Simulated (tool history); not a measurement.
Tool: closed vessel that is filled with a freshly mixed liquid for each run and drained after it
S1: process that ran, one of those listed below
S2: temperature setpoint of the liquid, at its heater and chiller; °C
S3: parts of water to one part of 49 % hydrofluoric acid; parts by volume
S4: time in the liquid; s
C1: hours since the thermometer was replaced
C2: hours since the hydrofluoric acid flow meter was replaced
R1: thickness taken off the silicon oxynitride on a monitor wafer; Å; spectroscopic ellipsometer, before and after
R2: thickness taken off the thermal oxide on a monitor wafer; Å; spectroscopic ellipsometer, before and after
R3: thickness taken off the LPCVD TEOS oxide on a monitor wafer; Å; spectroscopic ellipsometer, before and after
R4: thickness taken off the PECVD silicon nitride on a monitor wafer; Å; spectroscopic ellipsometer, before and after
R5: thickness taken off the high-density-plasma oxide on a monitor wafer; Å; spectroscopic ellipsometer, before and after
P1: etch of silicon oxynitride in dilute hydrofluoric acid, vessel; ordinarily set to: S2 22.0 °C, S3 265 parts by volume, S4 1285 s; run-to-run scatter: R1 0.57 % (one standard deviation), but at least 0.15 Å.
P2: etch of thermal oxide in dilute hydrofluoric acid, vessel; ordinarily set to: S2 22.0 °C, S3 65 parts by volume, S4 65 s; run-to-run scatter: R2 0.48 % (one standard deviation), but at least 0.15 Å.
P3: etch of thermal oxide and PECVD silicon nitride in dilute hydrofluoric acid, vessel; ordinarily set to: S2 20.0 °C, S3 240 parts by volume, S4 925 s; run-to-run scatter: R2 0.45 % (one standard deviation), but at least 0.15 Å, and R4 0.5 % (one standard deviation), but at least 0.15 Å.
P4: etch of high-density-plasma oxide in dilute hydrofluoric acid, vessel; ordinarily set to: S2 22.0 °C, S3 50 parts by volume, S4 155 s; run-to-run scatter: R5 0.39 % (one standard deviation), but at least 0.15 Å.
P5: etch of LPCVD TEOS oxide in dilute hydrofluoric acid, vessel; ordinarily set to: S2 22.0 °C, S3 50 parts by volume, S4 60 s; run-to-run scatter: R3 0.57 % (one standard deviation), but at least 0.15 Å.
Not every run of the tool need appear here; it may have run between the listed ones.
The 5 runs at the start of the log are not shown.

run   hour  S1    S2   S3    S4     C1    C2       R1       R2      R3       R4       R5
  6   23.3  P3  20.0  240   925  679.9   8.1           130.970          167.180
  7   27.5  P1  17.0  265  1285  684.1  12.3   85.628
  8   30.9  P5  22.0   50    60  687.5  15.7                    633.78
  9   33.3  P1  17.0  265   695  689.9  18.1   46.473
 10   38.1  P2  22.0   65    65  694.7  22.9            46.716
 11   40.6  P1  22.0  265  1285  697.2  25.4  106.060
 12   44.7  P1  22.0  265  1285  701.3  29.5  108.010
 13   49.2  P3  20.0  240   475  705.8  34.0            67.521           86.733
 14   52.4  P1  22.0  265  1285  709.0  37.2  106.470
 15   56.8  P1  22.0  265  1285  713.4  41.6  107.420
 16   60.6  P1  22.0  265  1285  717.2  45.4  105.290
 17   63.7  P5  22.0   70    60  720.3  48.5                    446.05
 18   65.8  P3  17.0  240   925  722.4  50.6           117.650          139.240
 19   68.5  P4  22.0   50   155  725.1  53.3                                     171.170
 20   71.4  P1  22.0  110  1285  728.0  56.2  285.560
 21   74.7  P4  22.0   20   155  731.3  59.5                                     444.530
 22   77.4  P4  17.0   50   155  734.0  62.2                                     138.390
 23   82.0  P2  22.0   65   100  738.6  66.8            72.392
 24   85.9  P1  25.5  265  1285  742.5  70.7  123.970
 25   89.8  P3  20.0   80   925  746.4  74.6           463.120          489.050
 26   92.7  P1  22.0  265   260  749.3  77.5   21.649
 27   95.9  P1  22.0  450  1285  752.5  80.7   56.014
 28   98.0  P3  20.0  240   925  754.6  82.8           130.200          168.480
 29  101.4  P4  22.0   50    30  758.0  86.2                                      33.097

Predict the results of run 30:
 30  104.8  P1  22.0  265  2245  761.4  89.6   ?

Run 30 came out at R1 187.570 Å.
